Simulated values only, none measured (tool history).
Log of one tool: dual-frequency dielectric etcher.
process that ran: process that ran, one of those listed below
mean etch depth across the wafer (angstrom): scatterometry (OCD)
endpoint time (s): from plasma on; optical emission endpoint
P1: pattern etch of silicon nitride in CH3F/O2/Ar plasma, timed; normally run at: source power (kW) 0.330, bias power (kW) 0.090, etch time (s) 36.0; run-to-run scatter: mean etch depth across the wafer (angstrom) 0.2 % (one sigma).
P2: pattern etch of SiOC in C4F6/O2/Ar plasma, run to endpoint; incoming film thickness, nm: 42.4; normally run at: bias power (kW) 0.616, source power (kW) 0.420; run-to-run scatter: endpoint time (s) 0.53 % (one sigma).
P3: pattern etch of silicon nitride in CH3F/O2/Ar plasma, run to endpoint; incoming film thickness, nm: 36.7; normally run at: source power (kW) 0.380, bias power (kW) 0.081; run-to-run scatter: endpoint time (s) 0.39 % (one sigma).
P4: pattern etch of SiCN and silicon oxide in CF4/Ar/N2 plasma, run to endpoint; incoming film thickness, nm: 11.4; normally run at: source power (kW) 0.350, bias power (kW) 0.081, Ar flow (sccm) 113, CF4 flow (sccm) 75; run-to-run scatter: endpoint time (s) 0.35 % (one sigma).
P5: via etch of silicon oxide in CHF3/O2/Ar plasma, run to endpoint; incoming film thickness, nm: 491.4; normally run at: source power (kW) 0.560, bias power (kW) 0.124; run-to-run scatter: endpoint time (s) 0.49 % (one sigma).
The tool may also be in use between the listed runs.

run	hour	process that ran	source power (kW)	bias power (kW)	etch time (s)	Ar flow (sccm)	CF4 flow (sccm)	mean etch depth across the wafer (angstrom)	endpoint time (s)
1	8.1	P1	0.330	0.090	36.0			259.22	
2	16.2	P2	0.540	0.616					11.998
3	24.2	P5	0.560	0.124					282.170
4	37.0	P1	0.330	0.090	36.0			260.95	
5	48.0	P1	0.330	0.090	36.0			259.79	
6	58.8	P2	0.420	0.616					13.071
7	70.0	P5	0.560	0.124					284.810
8	78.9	P1	0.400	0.063	36.0			246.66	
9	86.4	P4	0.350	0.081		113	75		15.267
10	99.4	P1	0.330	0.112	36.0			281.41	
11	111.3	P4	0.350	0.081		69	75		14.342
12	118.6	P4	0.350	0.081		113	45		16.524
13	126.7	P1	0.330	0.090	21.0			151.68	
14	138.1	P1	0.330	0.090	36.0			260.42	
15	149.2	P1	0.330	0.090	36.0			259.95	
16	161.9	P1	0.330	0.073	36.0			240.11	
# hour 172.8: wet clean of the chamber
17	172.8	P2	0.420	0.616					13.035
18	179.2	P5	0.760	0.124					252.870
19	191.0	P1	0.330	0.090	52.5			378.01	
20	201.3	P1	0.330	0.090	36.0			260.22	
21	213.6	P1	0.330	0.090	36.0			259.76	
22	221.6	P3	0.380	0.081					53.091
23	232.8	P3	0.380	0.053					61.284
24	244.9	P3	0.490	0.081					48.351
25	257.8	P1	0.240	0.090	36.0			230.72	
26	264.8	P4	0.350	0.112		113	75		13.591
27	274.4	P4	0.280	0.081		113	75		18.585
28	283.8	P5	0.560	0.174					255.760
29	295.8	P1	0.460	0.090	36.0			295.06	
30	303.4	P2	0.420	0.740					12.280
31	311.3	P1	0.330	0.090	36.0			259.33	
32	318.3	P1	0.330	0.090	36.0			261.99	
33	330.4	P1	0.330	0.090	36.0			263.56	
# hour 332.1: wet clean of the chamber
34	340.9	P1	0.330	0.090	36.0			263.34	
35	351.0	P1	0.330	0.090	36.0			264.28	
36	359.3	P1	0.330	0.090	36.0			263.93	
37	370.1	P1	0.330	0.090	36.0			264.44	

What P1 gives has crept away from where it was. These 2 causes fit the log equally well, each at the size given:
A: source power that arrives over what is set, % = 4.78
B: bias power that arrives over what is set, % = 4.88
The creep began at about hour 311.3.
Why every other cause is out:
chamber walls in a state that raises the etch rate, %: serviced at hour 332.1, which brought nothing back

4 check runs are offered, each on 2 wafers whose results are averaged, their results left as question marks. Which one tells the causes apart?
check 1	380.9	P4	0.350	0.081		113	75		?
check 2	380.9	P5	0.560	0.124					?
check 3	380.9	P2	0.420	0.616					?
check 4	380.9	P3	0.380	0.081					?

What each check would give under each cause:
check	result	if A	if B
check 1	endpoint time (s)	14.683	15.039
check 2	endpoint time (s)	278.390	279.320
check 3	endpoint time (s)	12.860	12.844
check 4	endpoint time (s)	52.312	52.348
How far apart the two closest causes lie, in the result that separates them most: check 1 2.4 %; check 2 0.33 %; check 3 0.12 %; check 4 0.07 %
Only check 1 tells the causes apart: in the others they would give nearly the same result.

Check 1 was then run and gave: endpoint time (s) 14.700. Which cause is it?

It is A: source power that arrives over what is set, %.
